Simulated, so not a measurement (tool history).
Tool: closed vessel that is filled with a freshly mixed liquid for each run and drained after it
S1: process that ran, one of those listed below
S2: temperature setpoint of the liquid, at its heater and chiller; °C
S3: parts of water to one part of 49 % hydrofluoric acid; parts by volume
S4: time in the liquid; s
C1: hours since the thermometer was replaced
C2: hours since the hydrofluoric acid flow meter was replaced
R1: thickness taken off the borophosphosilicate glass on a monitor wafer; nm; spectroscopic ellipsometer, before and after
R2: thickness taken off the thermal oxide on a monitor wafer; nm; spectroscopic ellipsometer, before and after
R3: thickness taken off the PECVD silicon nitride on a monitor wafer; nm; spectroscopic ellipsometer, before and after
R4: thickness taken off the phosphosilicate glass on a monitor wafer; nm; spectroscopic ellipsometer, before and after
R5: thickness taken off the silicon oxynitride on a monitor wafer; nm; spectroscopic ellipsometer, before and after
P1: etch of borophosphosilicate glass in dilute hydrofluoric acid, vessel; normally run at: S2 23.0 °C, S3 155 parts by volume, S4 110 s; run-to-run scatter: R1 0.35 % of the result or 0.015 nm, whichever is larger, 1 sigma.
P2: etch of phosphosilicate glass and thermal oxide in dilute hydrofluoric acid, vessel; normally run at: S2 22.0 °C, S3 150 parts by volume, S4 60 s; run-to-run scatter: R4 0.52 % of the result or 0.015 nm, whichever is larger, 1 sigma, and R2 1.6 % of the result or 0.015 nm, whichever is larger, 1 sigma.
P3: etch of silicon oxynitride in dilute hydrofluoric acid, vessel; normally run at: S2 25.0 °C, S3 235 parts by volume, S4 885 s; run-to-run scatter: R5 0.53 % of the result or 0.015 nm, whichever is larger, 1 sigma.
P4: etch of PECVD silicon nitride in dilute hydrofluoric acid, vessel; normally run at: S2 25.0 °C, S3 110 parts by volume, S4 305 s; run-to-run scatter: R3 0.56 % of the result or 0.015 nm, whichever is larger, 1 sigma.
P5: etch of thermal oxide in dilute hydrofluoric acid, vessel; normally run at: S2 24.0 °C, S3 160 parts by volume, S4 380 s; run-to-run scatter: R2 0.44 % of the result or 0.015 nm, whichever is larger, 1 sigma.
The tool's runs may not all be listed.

run	hour	S1	S2	S3	S4	C1	C2	R1	R2	R3	R4	R5
1	12.7	P1	23.0	155	110	1005.3	854.0	48.899				
2	19.9	P5	24.0	270	380	1012.5	861.2		5.42160			
3	26.4	P1	23.0	155	165	1019.0	867.7	73.502				
4	39.4	P5	24.0	160	380	1032.0	880.7		10.21000			
5	51.2	P1	30.5	155	30	1043.8	892.5	17.738				
6	60.7	P1	17.0	80	110	1053.3	902.0	80.659				
7	66.8	P4	19.0	110	305	1059.4	908.1			6.0078		
8	80.3	P1	23.0	155	110	1072.9	921.6	48.764				
9	87.5	P2	22.0	60	60	1080.1	928.8		4.61610		136.490	
10	94.7	P1	23.0	155	30	1087.3	936.0	13.308				
11	101.6	P5	29.0	160	380	1094.2	942.9		12.34700			
12	110.8	P1	31.0	155	110	1103.4	952.1	65.686				
13	120.1	P3	20.5	235	885	1112.7	961.4					4.2859
14	130.6	P5	24.0	160	30	1123.2	971.9		0.80466			
15	141.1	P1	23.0	225	110	1133.7	982.4	31.163				
16	148.8	P1	23.0	155	110	1141.4	990.1	48.525				
17	156.7	P3	25.0	235	885	1149.3	998.0					5.2257
18	163.4	P3	25.0	325	885	1156.0	1004.7					3.5569
19	171.2	P4	25.0	110	70	1163.8	1012.5			2.0736		
20	179.0	P3	25.0	235	885	1171.6	1020.3					5.2401
21	187.9	P4	25.0	110	305	1180.5	1029.2			9.0276		
22	193.8	P1	23.0	155	110	1186.4	1035.1	48.780				
23	200.4	P1	23.0	60	110	1193.0	1041.7	140.950				
24	212.1	P2	28.0	150	60	1204.7	1053.4		2.12300		61.380	
25	224.6	P3	25.0	235	465	1217.2	1065.9					2.7218
26	234.1	P2	22.0	150	60	1226.7	1075.4		1.71750		49.044	
27	242.2	P2	22.0	150	60	1234.8	1083.5		1.66180		48.868	
28	251.3	P1	17.0	155	110	1243.9	1092.6	38.482				
29	260.1	P2	22.0	150	30	1252.7	1101.4		0.80801		24.497	
30	272.0	P4	25.0	160	305	1264.6	1113.3			6.1118		
31	282.2	P1	23.0	90	200	1274.8	1123.5	164.940				
32	294.6	P1	23.0	155	110	1287.2	1135.9	48.853				
33	303.9	P1	23.0	155	110	1296.5	1145.2	49.837				
34	315.6	P1	23.0	155	110	1308.2	1156.9	50.712				
35	324.5	P1	23.0	155	110	1317.1	1165.8	51.020				
36	337.5	P1	23.0	155	110	1330.1	1178.8	51.512				
37	347.9	P1	23.0	155	110	1340.5	1189.2	52.016				
38	354.7	P1	23.0	155	110	1347.3	1196.0	51.870				
39	364.5	P1	23.0	155	110	1357.1	1205.8	51.895				
40	372.9	P1	23.0	155	110	1365.5	1214.2	52.097				
41	385.9	P1	23.0	155	110	1378.5	1227.2	52.433				
42	393.2	P1	23.0	155	110	1385.8	1234.5	52.243				
43	404.5	P1	23.0	155	110	1397.1	1245.8	52.318				

What P1 gives has crept away from where it was. These 2 causes fit the log equally well, each at the size given:
A: liquid hotter than its thermometer reads (K) = 1.71
B: hydrofluoric acid flow above the setpoint (%) = 5.72
The creep began at about hour 294.6.

4 check runs are offered, one wafer each, their results left as question marks. Which one tells the causes apart?
check 1	415.8	P4	25.0	110	305					?		
check 2	415.8	P5	24.0	160	380				?			
check 3	415.8	P3	25.0	235	885							?
check 4	415.8	P2	22.0	150	60				?		?	

What each check would give under each cause:
check	result	if A	if B
check 1	R3	9.9816	9.4437
check 2	R2	10.86700	10.87900
check 3	R5	5.6425	5.5963
check 4	R2	1.79170	1.78880
check 4	R4	52.310	52.228
How far apart the two closest causes lie, in the result that separates them most: check 1 5.54 %; check 2 0.11 %; check 3 0.82 %; check 4 0.16 %
Check 1 tells the causes apart: in the others they would give nearly the same result.

Then check 1 was run and gave: R3 9.9936 nm. Which cause is it?

It is A: liquid hotter than its thermometer reads (K).

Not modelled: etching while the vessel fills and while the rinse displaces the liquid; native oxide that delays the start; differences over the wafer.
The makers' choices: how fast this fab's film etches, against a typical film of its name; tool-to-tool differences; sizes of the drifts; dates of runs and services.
